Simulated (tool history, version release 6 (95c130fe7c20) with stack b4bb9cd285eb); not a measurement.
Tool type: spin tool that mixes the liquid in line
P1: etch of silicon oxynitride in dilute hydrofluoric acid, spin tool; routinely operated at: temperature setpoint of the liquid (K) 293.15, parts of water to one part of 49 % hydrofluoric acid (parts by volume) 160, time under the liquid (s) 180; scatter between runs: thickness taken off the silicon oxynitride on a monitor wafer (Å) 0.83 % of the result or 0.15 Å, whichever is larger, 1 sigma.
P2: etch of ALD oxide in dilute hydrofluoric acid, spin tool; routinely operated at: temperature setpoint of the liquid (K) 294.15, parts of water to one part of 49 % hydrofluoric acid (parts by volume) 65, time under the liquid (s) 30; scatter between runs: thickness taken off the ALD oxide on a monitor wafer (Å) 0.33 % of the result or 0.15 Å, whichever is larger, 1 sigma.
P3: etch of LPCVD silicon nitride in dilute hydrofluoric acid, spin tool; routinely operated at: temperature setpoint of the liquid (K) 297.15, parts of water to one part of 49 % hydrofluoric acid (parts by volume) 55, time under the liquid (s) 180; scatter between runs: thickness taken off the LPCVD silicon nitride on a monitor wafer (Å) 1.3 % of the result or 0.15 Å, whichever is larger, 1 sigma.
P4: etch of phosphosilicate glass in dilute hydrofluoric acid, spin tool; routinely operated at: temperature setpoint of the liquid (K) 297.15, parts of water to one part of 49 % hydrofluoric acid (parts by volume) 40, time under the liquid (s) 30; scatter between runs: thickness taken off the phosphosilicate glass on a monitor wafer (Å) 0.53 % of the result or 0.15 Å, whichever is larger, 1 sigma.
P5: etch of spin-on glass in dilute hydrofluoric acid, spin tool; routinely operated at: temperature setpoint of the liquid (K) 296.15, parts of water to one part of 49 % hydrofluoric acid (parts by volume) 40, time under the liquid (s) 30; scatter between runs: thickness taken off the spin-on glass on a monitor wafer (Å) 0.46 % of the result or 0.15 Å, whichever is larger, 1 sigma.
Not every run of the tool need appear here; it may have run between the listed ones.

| run | hour | process that ran | temperature setpoint of the liquid (K) | parts of water to one part of 49 % hydrofluoric acid (parts by volume) | time under the liquid (s) | thickness taken off the silicon oxynitride on a monitor wafer (Å) | thickness taken off the LPCVD silicon nitride on a monitor wafer (Å) | thickness taken off the spin-on glass on a monitor wafer (Å) | thickness taken off the ALD oxide on a monitor wafer (Å) | thickness taken off the phosphosilicate glass on a monitor wafer (Å) |
|---|---|---|---|---|---|---|---|---|---|---|
| 1 | 7.1 | P1 | 293.15 | 160 | 180 | 31.044 |  |  |  |  |
| 2 | 13.8 | P1 | 293.15 | 160 | 180 | 31.356 |  |  |  |  |
| 3 | 19.6 | P3 | 297.15 | 100 | 180 |  | 8.7375 |  |  |  |
| 4 | 26.3 | P5 | 296.15 | 40 | 55 |  |  | 657.27 |  |  |
| 5 | 32.2 | P5 | 296.15 | 40 | 30 |  |  | 358.09 |  |  |
| 6 | 39.7 | P1 | 293.15 | 160 | 180 | 30.724 |  |  |  |  |
| 7 | 47.9 | P2 | 294.15 | 65 | 30 |  |  |  | 69.063 |  |
| 8 | 57.7 | P2 | 294.15 | 65 | 30 |  |  |  | 68.886 |  |
| 9 | 67.5 | P3 | 297.15 | 55 | 180 |  | 15.283 |  |  |  |
| 10 | 73.7 | P1 | 293.15 | 160 | 180 | 31.205 |  |  |  |  |
| 11 | 81 | P4 | 297.15 | 20 | 30 |  |  |  |  | 1425.5 |
| 12 | 89.7 | P1 | 293.15 | 160 | 365 | 63.371 |  |  |  |  |
| 13 | 96.6 | P1 | 297.15 | 160 | 180 | 38.205 |  |  |  |  |
| 14 | 103.5 | P2 | 290.15 | 65 | 30 |  |  |  | 58.183 |  |
| 15 | 113.3 | P1 | 293.15 | 160 | 70 | 12.229 |  |  |  |  |
| 16 | 119.3 | P1 | 293.15 | 260 | 180 | 17.625 |  |  |  |  |
| 17 | 127.6 | P3 | 297.15 | 55 | 35 |  | 2.8303 |  |  |  |
| 18 | 135.7 | P2 | 294.15 | 25 | 30 |  |  |  | 188.49 |  |
| 19 | 145.4 | P4 | 301.15 | 40 | 30 |  |  |  |  | 815.08 |
| 20 | 150.7 | P4 | 297.15 | 40 | 30 |  |  |  |  | 701.18 |
| 21 | 160.8 | P3 | 290.15 | 55 | 180 |  | 9.4556 |  |  |  |
| 22 | 167.3 | P5 | 290.15 | 40 | 30 |  |  | 278.21 |  |  |
| 23 | 176.1 | P1 | 293.15 | 45 | 180 | 121.14 |  |  |  |  |
| 24 | 180.9 | P2 | 294.15 | 65 | 15 |  |  |  | 34.542 |  |
| 25 | 189.5 | P1 | 293.15 | 160 | 180 | 31.068 |  |  |  |  |

What does the tool deliver on the next run?
| 26 | 199.2 | P4 | 297.15 | 40 | 55 |  |  |  |  | ? |

Run 26 gave thickness taken off the phosphosilicate glass on a monitor wafer (Å) 1288.7.

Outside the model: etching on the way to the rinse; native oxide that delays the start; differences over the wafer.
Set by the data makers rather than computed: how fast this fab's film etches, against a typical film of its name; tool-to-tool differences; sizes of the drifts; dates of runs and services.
